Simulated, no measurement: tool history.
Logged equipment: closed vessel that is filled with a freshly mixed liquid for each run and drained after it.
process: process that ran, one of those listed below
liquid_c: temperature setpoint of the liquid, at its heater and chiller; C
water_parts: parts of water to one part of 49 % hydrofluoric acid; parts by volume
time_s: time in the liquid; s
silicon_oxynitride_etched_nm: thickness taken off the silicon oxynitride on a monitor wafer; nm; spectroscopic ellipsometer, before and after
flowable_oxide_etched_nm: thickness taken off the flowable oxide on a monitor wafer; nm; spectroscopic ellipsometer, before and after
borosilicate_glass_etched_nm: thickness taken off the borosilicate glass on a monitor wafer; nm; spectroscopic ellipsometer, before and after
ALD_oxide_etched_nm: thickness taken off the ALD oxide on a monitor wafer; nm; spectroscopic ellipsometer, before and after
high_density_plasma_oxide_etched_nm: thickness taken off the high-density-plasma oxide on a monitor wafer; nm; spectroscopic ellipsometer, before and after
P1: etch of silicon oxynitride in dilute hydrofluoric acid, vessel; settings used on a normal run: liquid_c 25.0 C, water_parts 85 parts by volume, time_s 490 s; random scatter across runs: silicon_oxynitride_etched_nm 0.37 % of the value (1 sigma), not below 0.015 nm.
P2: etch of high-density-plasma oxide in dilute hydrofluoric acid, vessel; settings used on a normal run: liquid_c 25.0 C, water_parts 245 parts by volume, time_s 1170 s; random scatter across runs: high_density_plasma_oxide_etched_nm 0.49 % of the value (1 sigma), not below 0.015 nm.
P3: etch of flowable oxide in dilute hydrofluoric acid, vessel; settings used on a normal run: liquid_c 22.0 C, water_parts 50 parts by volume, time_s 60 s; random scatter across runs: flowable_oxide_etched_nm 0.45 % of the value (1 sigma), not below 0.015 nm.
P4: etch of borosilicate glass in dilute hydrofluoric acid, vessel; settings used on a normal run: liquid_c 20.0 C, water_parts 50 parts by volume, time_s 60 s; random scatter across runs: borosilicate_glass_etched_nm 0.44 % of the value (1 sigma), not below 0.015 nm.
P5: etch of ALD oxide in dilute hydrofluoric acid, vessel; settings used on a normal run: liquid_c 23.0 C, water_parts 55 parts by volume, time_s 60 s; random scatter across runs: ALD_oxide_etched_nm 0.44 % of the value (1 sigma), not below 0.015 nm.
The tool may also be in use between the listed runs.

run	hour	process	liquid_c	water_parts	time_s	silicon_oxynitride_etched_nm	flowable_oxide_etched_nm	borosilicate_glass_etched_nm	ALD_oxide_etched_nm	high_density_plasma_oxide_etched_nm
1	4.6	P1	25.0	85	490	18.9050				
2	9.0	P3	25.5	50	60		54.359			
3	15.8	P4	20.0	50	60			25.796		
4	21.1	P1	25.0	85	490	18.9250				
5	26.4	P5	23.0	55	60				27.157	
6	32.5	P1	18.0	125	490	8.8100				
7	35.8	P1	25.0	85	490	19.0070				
8	42.1	P2	25.0	245	1170					40.5280
9	45.1	P2	25.0	245	170					5.8541
10	51.8	P1	25.0	85	490	18.9040				
11	55.4	P4	20.0	50	60			25.770		
12	59.1	P1	25.0	85	245	9.4059				
13	65.2	P1	25.0	50	955	64.4510				
14	70.0	P2	25.0	245	1170					40.4660
15	75.4	P3	22.0	90	60		24.922			
16	82.3	P1	25.0	85	870	33.4920				
17	87.6	P4	17.0	50	60			22.520		
18	93.3	P1	31.0	85	490	24.9750				
19	96.5	P5	23.0	55	110				49.730	
20	101.9	P4	20.0	20	60			66.747		
21	108.7	P5	23.0	85	60				16.857	
22	114.2	P1	25.0	150	490	10.1670				
23	118.0	P5	28.0	55	60				33.094	
24	123.8	P1	25.0	110	785	22.9360				
25	129.9	P1	25.0	85	490	18.8450				
26	135.6	P1	25.0	85	490	18.7540				
27	142.6	P2	25.0	395	1170					21.5650
28	148.5	P4	20.0	50	30			12.907		
29	153.3	P1	18.0	85	490	13.5390				
30	160.3	P3	22.0	50	85		66.559			
31	165.7	P2	31.0	245	1170					49.1390
32	172.0	P1	25.0	40	490	41.7770				
33	175.1	P3	22.0	50	60		47.471			
34	179.2	P1	25.0	85	490	18.9360				
35	184.7	P1	25.0	85	490	18.9810				
36	189.9	P1	25.0	85	490	18.0860				
37	196.2	P1	25.0	85	490	17.7040				
38	200.7	P1	25.0	85	490	17.5770				
39	207.3	P1	25.0	85	490	17.3630				
40	211.6	P1	25.0	85	490	17.2260				
41	216.9	P1	25.0	85	490	17.3190				
42	221.0	P1	25.0	85	490	17.2490				

P1 no longer gives what it gave before; its output has crept away from where it was. The following 2 causes, each at its listed size, fit the log equally well:
A: liquid colder than its thermometer reads (K) = 1.9
B: hydrofluoric acid flow below the setpoint (%) = 8.04
The process output started creeping at around hour 184.7.

Below are 4 check runs, each on a single wafer, with their results shown as question marks. Which of them would tell the listed causes apart, meaning the causes would give clearly different results under it?
check 1	225.1	P4	20.0	50	60			?		
check 2	225.1	P5	23.0	55	60				?	
check 3	225.1	P2	25.0	245	1170					?
check 4	225.1	P3	22.0	50	60		?			

Expected result of each check under each candidate cause:
check	result	if A	if B
check 1	borosilicate_glass_etched_nm	23.771	23.588
check 2	ALD_oxide_etched_nm	25.112	24.840
check 3	high_density_plasma_oxide_etched_nm	37.6140	36.2180
check 4	flowable_oxide_etched_nm	43.573	43.171
Minimum pairwise separation of causes per check, each pair taken at its best-separating result: check 1 0.77 %; check 2 1.09 %; check 3 3.78 %; check 4 0.93 %
Check 3 is the one run that separates the causes; every other check would come out nearly the same whichever cause is at work.

Here is what check 3 returned: high_density_plasma_oxide_etched_nm 37.9360 nm. Which cause is it?

It is A: liquid colder than its thermometer reads (K).
